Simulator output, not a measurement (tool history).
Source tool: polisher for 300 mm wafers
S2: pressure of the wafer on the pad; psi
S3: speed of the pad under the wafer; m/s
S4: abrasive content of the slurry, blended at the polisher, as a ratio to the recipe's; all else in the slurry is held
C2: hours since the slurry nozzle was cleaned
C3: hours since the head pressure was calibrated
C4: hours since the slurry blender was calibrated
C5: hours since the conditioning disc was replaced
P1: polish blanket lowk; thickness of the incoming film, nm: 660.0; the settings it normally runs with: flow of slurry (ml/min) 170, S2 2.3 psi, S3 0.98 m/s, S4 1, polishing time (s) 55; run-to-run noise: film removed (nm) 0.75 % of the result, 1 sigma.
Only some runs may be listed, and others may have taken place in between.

run 1 day=0.304 | flow_of_slurry_(ml/min)=170 S2=2.3 S3=0.98 S4=1 polishing_time_(s)=55 | wafers_polished_on_this_pad=207 C2=334.4 C3=378.3 C4=108.3 C5=104.2 | film_removed_(nm)=27.405
run 2 day=0.712 | flow_of_slurry_(ml/min)=170 S2=2.3 S3=0.62 S4=1 polishing_time_(s)=55 | wafers_polished_on_this_pad=330 C2=344.2 C3=388.1 C4=118.1 C5=114 | film_removed_(nm)=18.889
-- day=1.05 worn pad replaced by a new one
run 3 day=1.246 | flow_of_slurry_(ml/min)=170 S2=3.6 S3=0.98 S4=1 polishing_time_(s)=55 | wafers_polished_on_this_pad=59 C2=357 C3=400.9 C4=130.9 C5=126.8 | film_removed_(nm)=42.894
run 4 day=1.671 | flow_of_slurry_(ml/min)=170 S2=2.3 S3=0.98 S4=1 polishing_time_(s)=55 | wafers_polished_on_this_pad=187 C2=367.2 C3=411.1 C4=141.1 C5=137 | film_removed_(nm)=27.053
run 5 day=2.275 | flow_of_slurry_(ml/min)=170 S2=3.1 S3=0.98 S4=1 polishing_time_(s)=31 | wafers_polished_on_this_pad=368 C2=381.7 C3=425.6 C4=155.6 C5=151.5 | film_removed_(nm)=20.5
run 6 day=2.688 | flow_of_slurry_(ml/min)=170 S2=2.3 S3=0.98 S4=1 polishing_time_(s)=55 | wafers_polished_on_this_pad=492 C2=391.6 C3=435.5 C4=165.5 C5=161.4 | film_removed_(nm)=27.146
-- day=3.121 head pressure recalibrated
run 7 day=3.262 | flow_of_slurry_(ml/min)=170 S2=2.3 S3=0.98 S4=1 polishing_time_(s)=73 | wafers_polished_on_this_pad=665 C2=405.4 C3=3.4 C4=179.3 C5=175.2 | film_removed_(nm)=36.164
run 8 day=3.662 | flow_of_slurry_(ml/min)=100 S2=2.9 S3=0.98 S4=1 polishing_time_(s)=55 | wafers_polished_on_this_pad=785 C2=415 C3=13 C4=188.9 C5=184.8 | film_removed_(nm)=30.914
-- day=3.962 slurry blender recalibrated
run 9 day=4.146 | flow_of_slurry_(ml/min)=100 S2=2.3 S3=0.98 S4=1 polishing_time_(s)=55 | wafers_polished_on_this_pad=930 C2=426.6 C3=24.6 C4=4.4 C5=196.4 | film_removed_(nm)=24.725
run 10 day=4.729 | flow_of_slurry_(ml/min)=170 S2=2.3 S3=0.98 S4=0.55 polishing_time_(s)=55 | wafers_polished_on_this_pad=1105 C2=440.6 C3=38.6 C4=18.4 C5=210.4 | film_removed_(nm)=19.989
run 11 day=5.258 | flow_of_slurry_(ml/min)=170 S2=2.3 S3=0.98 S4=1 polishing_time_(s)=36 | wafers_polished_on_this_pad=1264 C2=453.3 C3=51.3 C4=31.1 C5=223.1 | film_removed_(nm)=17.884
run 12 day=5.7 | flow_of_slurry_(ml/min)=170 S2=1.7 S3=0.98 S4=1 polishing_time_(s)=55 | wafers_polished_on_this_pad=1396 C2=463.9 C3=61.9 C4=41.7 C5=233.7 | film_removed_(nm)=19.998
run 13 day=6.146 | flow_of_slurry_(ml/min)=170 S2=2.3 S3=0.98 S4=1 polishing_time_(s)=55 | wafers_polished_on_this_pad=1530 C2=474.6 C3=72.6 C4=52.4 C5=244.4 | film_removed_(nm)=27.315
run 14 day=6.404 | flow_of_slurry_(ml/min)=170 S2=2.3 S3=0.98 S4=1.4 polishing_time_(s)=55 | wafers_polished_on_this_pad=1608 C2=480.8 C3=78.8 C4=58.6 C5=250.6 | film_removed_(nm)=31.393
run 15 day=6.946 | flow_of_slurry_(ml/min)=170 S2=2.3 S3=0.98 S4=1 polishing_time_(s)=55 | wafers_polished_on_this_pad=1770 C2=493.8 C3=91.8 C4=71.6 C5=263.6 | film_removed_(nm)=27.341
run 16 day=7.296 | flow_of_slurry_(ml/min)=170 S2=2.3 S3=1.5 S4=1 polishing_time_(s)=55 | wafers_polished_on_this_pad=1876 C2=502.2 C3=100.2 C4=80 C5=272 | film_removed_(nm)=38.268
run 17 day=7.725 | flow_of_slurry_(ml/min)=260 S2=2.3 S3=0.98 S4=1 polishing_time_(s)=55 | wafers_polished_on_this_pad=2004 C2=512.5 C3=110.5 C4=90.3 C5=282.3 | film_removed_(nm)=28.879
run 18 day=8.142 | flow_of_slurry_(ml/min)=170 S2=2.3 S3=0.98 S4=1 polishing_time_(s)=55 | wafers_polished_on_this_pad=2129 C2=522.5 C3=120.5 C4=100.3 C5=292.3 | film_removed_(nm)=26.999
run 19 day=8.625 | flow_of_slurry_(ml/min)=170 S2=2.3 S3=0.98 S4=1 polishing_time_(s)=55 | wafers_polished_on_this_pad=2275 C2=534.1 C3=132.1 C4=111.9 C5=303.9 | film_removed_(nm)=27.036
run 20 day=8.925 | flow_of_slurry_(ml/min)=170 S2=2.3 S3=0.98 S4=1 polishing_time_(s)=55 | wafers_polished_on_this_pad=2365 C2=541.3 C3=139.3 C4=119.1 C5=311.1 | film_removed_(nm)=26.665
run 21 day=9.246 | flow_of_slurry_(ml/min)=170 S2=2.3 S3=0.98 S4=1 polishing_time_(s)=55 | wafers_polished_on_this_pad=2461 C2=549 C3=147 C4=126.8 C5=318.8 | film_removed_(nm)=25.886
run 22 day=9.796 | flow_of_slurry_(ml/min)=170 S2=2.3 S3=0.98 S4=1 polishing_time_(s)=55 | wafers_polished_on_this_pad=2626 C2=562.2 C3=160.2 C4=140 C5=332 | film_removed_(nm)=25.291
-- day=10.233 slurry nozzle cleaned
run 23 day=10.358 | flow_of_slurry_(ml/min)=170 S2=2.3 S3=0.98 S4=1 polishing_time_(s)=55 | wafers_polished_on_this_pad=2795 C2=3.1 C3=173.7 C4=153.5 C5=345.5 | film_removed_(nm)=24.812
run 24 day=10.879 | flow_of_slurry_(ml/min)=170 S2=2.3 S3=0.98 S4=1 polishing_time_(s)=55 | wafers_polished_on_this_pad=2951 C2=15.6 C3=186.2 C4=166 C5=358 | film_removed_(nm)=24.222
-- day=11.129 conditioning disc replaced and pad reconditioned
-- day=11.325 worn pad replaced by a new one
run 25 day=11.429 | flow_of_slurry_(ml/min)=170 S2=2.3 S3=0.98 S4=1 polishing_time_(s)=55 | wafers_polished_on_this_pad=32 C2=28.8 C3=199.4 C4=179.2 C5=7.3 | film_removed_(nm)=24.606
run 26 day=12.025 | flow_of_slurry_(ml/min)=170 S2=2.3 S3=0.98 S4=1 polishing_time_(s)=55 | wafers_polished_on_this_pad=210 C2=43.1 C3=213.7 C4=193.5 C5=21.6 | film_removed_(nm)=24.301
run 27 day=12.383 | flow_of_slurry_(ml/min)=170 S2=2.3 S3=0.98 S4=1 polishing_time_(s)=55 | wafers_polished_on_this_pad=318 C2=51.7 C3=222.3 C4=202.1 C5=30.2 | film_removed_(nm)=24.281

Compared with where it was, what P1 gives has crept away. Each cause listed below fits the log as well as the rest, at the size given for it:
A: abrasive missing from the slurry, % = 20.6
B: head's pressure below its setpoint, % = 10.5
The creep began at about day 8.625.
The rest of the possible causes, and what rules out each one:
removal rate lost through wear of the pad, %: serviced after onset, at day 11.325, with no recovery of the prior output
slurry flow missing at the pad, %: serviced after onset, at day 10.233, with no recovery of the prior output
time polished since the conditioner stopped cutting, s: serviced after onset, at day 11.129, with no recovery of the prior output

Which of the 4 check runs listed below, each an average over 3 wafers with its results shown as question marks, gives clearly different results under the different listed causes?
run check 1 day=12.742 | flow_of_slurry_(ml/min)=130 S2=2.8 S3=0.98 S4=1 polishing_time_(s)=55 | film_removed_(nm)=?
run check 2 day=12.742 | flow_of_slurry_(ml/min)=170 S2=2.3 S3=1.46 S4=0.55 polishing_time_(s)=55 | film_removed_(nm)=?
run check 3 day=12.742 | flow_of_slurry_(ml/min)=170 S2=3.5 S3=0.98 S4=1 polishing_time_(s)=55 | film_removed_(nm)=?
run check 4 day=12.742 | flow_of_slurry_(ml/min)=170 S2=3.6 S3=0.98 S4=1 polishing_time_(s)=72 | film_removed_(nm)=?

Expected result of each check under each candidate cause:
check=check_1 result=film_removed_(nm) if_A=28.292 if_B=28.307
check=check_2 result=film_removed_(nm) if_A=23.607 if_B=24.43
check=check_3 result=film_removed_(nm) if_A=37.055 if_B=37.076
check=check_4 result=film_removed_(nm) if_A=49.895 if_B=49.922
Per check, the gap between the least separated pair of causes, taken in the result that splits them most: check 1 0.05 %; check 2 3.43 %; check 3 0.05 %; check 4 0.05 %
Check 2 is the one run that separates the causes; every other check would come out nearly the same whichever cause is at work.

Running check 2 produced the following: film removed (nm) 23.575. Which one of the listed causes fits?

It is A: abrasive missing from the slurry, %.
